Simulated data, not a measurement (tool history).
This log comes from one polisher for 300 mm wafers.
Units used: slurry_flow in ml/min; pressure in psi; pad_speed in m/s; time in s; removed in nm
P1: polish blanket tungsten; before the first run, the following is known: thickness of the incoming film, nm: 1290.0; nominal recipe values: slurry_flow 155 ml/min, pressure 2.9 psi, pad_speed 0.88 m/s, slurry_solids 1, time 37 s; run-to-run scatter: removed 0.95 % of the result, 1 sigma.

run	day	slurry_flow	pressure	pad_speed	slurry_solids	time	wafers polished on this pad	hours since the slurry nozzle was cleaned	hours since the head pressure was calibrated	hours since the slurry blender was calibrated	hours since the slurry got fresh peroxide	removed
1	0.3	155	2.9	0.88	1	37	140	56.6	405	147.4	22.8	138.81
2	0.662	155	4.5	0.88	1	37	212	65.3	413.7	156.1	31.5	214.33
3	1.062	95	2.9	0.88	1	37	291	74.9	423.3	165.7	41.1	125.66
4	1.65	155	2.9	0.88	1	37	408	89	437.4	179.8	55.2	139.41
5	2.338	195	2.9	0.88	1	37	544	105.5	453.9	196.3	71.7	144.78
6	2.7	105	2.9	0.88	1	55	616	114.2	462.6	205	80.4	188.3
7	3.383	155	2.9	0.88	1.3	37	752	130.6	479	221.4	96.8	148.64
8	3.704	155	2.9	0.88	1	37	815	138.3	486.7	229.1	104.5	137.31
9	4.329	155	2	0.88	1	37	939	153.3	501.7	244.1	119.5	95.313
10	4.992	155	2.9	1.3	1	37	1071	169.2	517.6	260	135.4	204.86
11	5.508	155	2.9	0.58	1	37	1173	181.6	530	272.4	147.8	91.364
12	5.854	155	2.9	0.88	1	37	1242	189.9	538.3	280.7	156.1	138.38
13	6.271	155	2.9	0.88	0.55	37	1325	199.9	548.3	290.7	166.1	121.56
14	6.712	155	2.9	0.88	1	56	1412	210.5	558.9	301.3	176.7	210.48
15	7.175	155	2.9	0.88	1	17	1504	221.6	570	312.4	187.8	63.688
16	7.479	155	2.9	0.88	1	37	1564	228.9	577.3	319.7	195.1	137.71
17	7.904	155	2.9	0.88	1	37	1649	239.1	587.5	329.9	205.3	136.73
18	8.308	155	2.9	0.88	1	37	1729	248.8	597.2	339.6	215	132.27
19	8.975	155	2.9	0.88	1	37	1861	264.8	613.2	355.6	231	128.1
20	9.6	155	2.9	0.88	1	37	1985	279.8	628.2	370.6	246	128.62
21	10.1	155	2.9	0.88	1	37	2085	291.8	640.2	382.6	258	128.65
# day 10.442: worn pad replaced by a new one
# day 10.529: slurry tank refilled with fresh slurry and peroxide
22	10.567	155	2.9	0.88	1	37	25	303	651.4	393.8	0.9	128.38
# day 10.679: slurry blender recalibrated
23	11.162	155	2.9	0.88	1	37	143	317.3	665.7	11.7	15.2	125.84
24	11.688	155	2.9	0.88	1	37	247	329.9	678.3	24.3	27.8	129.35
25	12.183	155	2.9	0.88	1	37	346	341.8	690.2	36.2	39.7	127
26	12.604	155	2.9	0.88	1	37	429	351.9	700.3	46.3	49.8	126.44
27	13.121	155	2.9	0.88	1	37	532	364.3	712.7	58.7	62.2	127.69

P1 no longer gives what it gave before; its output has crept away from where it was. The following 2 causes, each at its listed size, fit the log equally well:
A: head's pressure below its setpoint, % = 8.99
B: slurry flow missing at the pad, % = 36.5
The process output started creeping at around day 7.479.
The rest of the possible causes, and what rules out each one:
removal rate lost through wear of the pad, %: serviced at day 10.442, which brought nothing back
abrasive missing from the slurry, %: serviced at day 10.679, which brought nothing back
peroxide lost from the slurry, %: serviced at day 10.529, which brought nothing back

You are offered 4 check runs, listed below with question marks in place of their results; each one averages 3 wafers. Which run separates the listed causes by giving clearly different results for each?
check 1	13.638	155	2.9	1.26	0.6	37						?
check 2	13.638	155	2.9	0.88	0.8	37						?
check 3	13.638	155	2.9	1.16	1	53						?
check 4	13.638	100	2.9	0.88	1	24						?

If the cause were each of the candidates in turn, the checks would give the following:
check	result	if A	if B
check 1	removed	160.27	160.29
check 2	removed	119.52	119.53
check 3	removed	237.77	237.79
check 4	removed	74.641	71.432
Gap, in per cent, between the two causes that each check separates least, read from the result that separates them most: check 1 0.01 %; check 2 0.01 %; check 3 0.01 %; check 4 4.39 %
Only check 4 tells the causes apart: in the others they would give nearly the same result.

With check 4 done, the readings were: removed 74.116 nm. Identify which of the listed causes applies.

A is the cause: head's pressure below its setpoint, %.
